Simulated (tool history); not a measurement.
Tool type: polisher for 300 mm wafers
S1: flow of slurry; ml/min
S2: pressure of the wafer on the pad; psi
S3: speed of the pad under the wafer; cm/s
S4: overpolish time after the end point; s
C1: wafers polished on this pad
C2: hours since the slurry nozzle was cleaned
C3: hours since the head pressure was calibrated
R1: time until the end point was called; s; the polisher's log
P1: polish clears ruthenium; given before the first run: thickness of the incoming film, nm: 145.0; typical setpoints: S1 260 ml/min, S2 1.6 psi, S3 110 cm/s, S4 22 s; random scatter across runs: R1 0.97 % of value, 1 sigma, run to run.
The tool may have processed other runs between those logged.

Run 1, hour 9.4: S1 260 ml/min, S2 1.6 psi, S3 110 cm/s, S4 22 s; C1 537; C2 51.1; C3 333.9. Result: R1 135.15 s.
Run 2, hour 17.9: S1 260 ml/min, S2 2.6 psi, S3 110 cm/s, S4 22 s; C1 604; C2 59.6; C3 342.4. Result: R1 82.492 s.
Run 3, hour 23: S1 260 ml/min, S2 1.6 psi, S3 110 cm/s, S4 22 s; C1 644; C2 64.7; C3 347.5. Result: R1 134.2 s.
At hour 29.4: slurry nozzle cleaned.
Run 4, hour 29.4: S1 260 ml/min, S2 2.3 psi, S3 110 cm/s, S4 12 s; C1 695; C2 0.1; C3 353.9. Result: R1 94.572 s.
Run 5, hour 33.9: S1 260 ml/min, S2 1.6 psi, S3 110 cm/s, S4 22 s; C1 730; C2 4.6; C3 358.4. Result: R1 134.26 s.
Run 6, hour 41.3: S1 260 ml/min, S2 1.6 psi, S3 152 cm/s, S4 22 s; C1 788; C2 12; C3 365.8. Result: R1 95.633 s.
Run 7, hour 49.1: S1 260 ml/min, S2 1.6 psi, S3 76 cm/s, S4 22 s; C1 850; C2 19.8; C3 373.6. Result: R1 193.7 s.
Run 8, hour 53.9: S1 260 ml/min, S2 1.6 psi, S3 110 cm/s, S4 22 s; C1 887; C2 24.6; C3 378.4. Result: R1 134.78 s.
Run 9, hour 63.1: S1 260 ml/min, S2 1.6 psi, S3 110 cm/s, S4 22 s; C1 960; C2 33.8; C3 387.6. Result: R1 134.39 s.
Run 10, hour 70.3: S1 370 ml/min, S2 1.6 psi, S3 110 cm/s, S4 22 s; C1 1017; C2 41; C3 394.8. Result: R1 131.65 s.
Run 11, hour 75.1: S1 260 ml/min, S2 1.6 psi, S3 84 cm/s, S4 30 s; C1 1054; C2 45.8; C3 399.6. Result: R1 176.26 s.
Run 12, hour 79.7: S1 260 ml/min, S2 1.6 psi, S3 110 cm/s, S4 43 s; C1 1091; C2 50.4; C3 404.2. Result: R1 134.87 s.
Run 13, hour 85.2: S1 155 ml/min, S2 1.6 psi, S3 110 cm/s, S4 22 s; C1 1134; C2 55.9; C3 409.7. Result: R1 143.9 s.
Run 14, hour 90.6: S1 260 ml/min, S2 1.6 psi, S3 110 cm/s, S4 22 s; C1 1176; C2 61.3; C3 415.1. Result: R1 133.8 s.
Run 15, hour 97.8: S1 260 ml/min, S2 0.7 psi, S3 110 cm/s, S4 22 s; C1 1233; C2 68.5; C3 422.3. Result: R1 309.77 s.
Run 16, hour 107.3: S1 260 ml/min, S2 1.6 psi, S3 110 cm/s, S4 7 s; C1 1308; C2 78; C3 431.8. Result: R1 135.05 s.
Run 17, hour 115.2: S1 260 ml/min, S2 1.6 psi, S3 110 cm/s, S4 22 s; C1 1370; C2 85.9; C3 439.7. Result: R1 133.29 s.
Run 18, hour 123: S1 260 ml/min, S2 1.6 psi, S3 110 cm/s, S4 22 s; C1 1431; C2 93.7; C3 447.5. Result: R1 135.46 s.
Run 19, hour 127.9: S1 260 ml/min, S2 1.6 psi, S3 110 cm/s, S4 22 s; C1 1470; C2 98.6; C3 452.4. Result: R1 138.69 s.
Run 20, hour 135.3: S1 260 ml/min, S2 1.6 psi, S3 110 cm/s, S4 22 s; C1 1528; C2 106; C3 459.8. Result: R1 139.03 s.
Run 21, hour 143.6: S1 260 ml/min, S2 1.6 psi, S3 110 cm/s, S4 22 s; C1 1594; C2 114.3; C3 468.1. Result: R1 141.3 s.
Run 22, hour 151.6: S1 260 ml/min, S2 1.6 psi, S3 110 cm/s, S4 22 s; C1 1657; C2 122.3; C3 476.1. Result: R1 140.9 s.
Run 23, hour 157.5: S1 260 ml/min, S2 1.6 psi, S3 110 cm/s, S4 22 s; C1 1703; C2 128.2; C3 482. Result: R1 140.02 s.
At hour 159.6: head pressure recalibrated.
Run 24, hour 162.5: S1 260 ml/min, S2 1.6 psi, S3 110 cm/s, S4 22 s; C1 1742; C2 133.2; C3 3. Result: R1 141.55 s.
Run 25, hour 170.1: S1 260 ml/min, S2 1.6 psi, S3 110 cm/s, S4 22 s; C1 1802; C2 140.8; C3 10.6. Result: R1 140.75 s.

Run 26, settings as shown, results not yet in. Your forecast:
Run 26, hour 179.4: S1 260 ml/min, S2 1.6 psi, S3 110 cm/s, S4 22 s; C1 1875; C2 150.1; C3 19.9. Result: R1 ?.

{"run 26": {"R1": 140.96}}

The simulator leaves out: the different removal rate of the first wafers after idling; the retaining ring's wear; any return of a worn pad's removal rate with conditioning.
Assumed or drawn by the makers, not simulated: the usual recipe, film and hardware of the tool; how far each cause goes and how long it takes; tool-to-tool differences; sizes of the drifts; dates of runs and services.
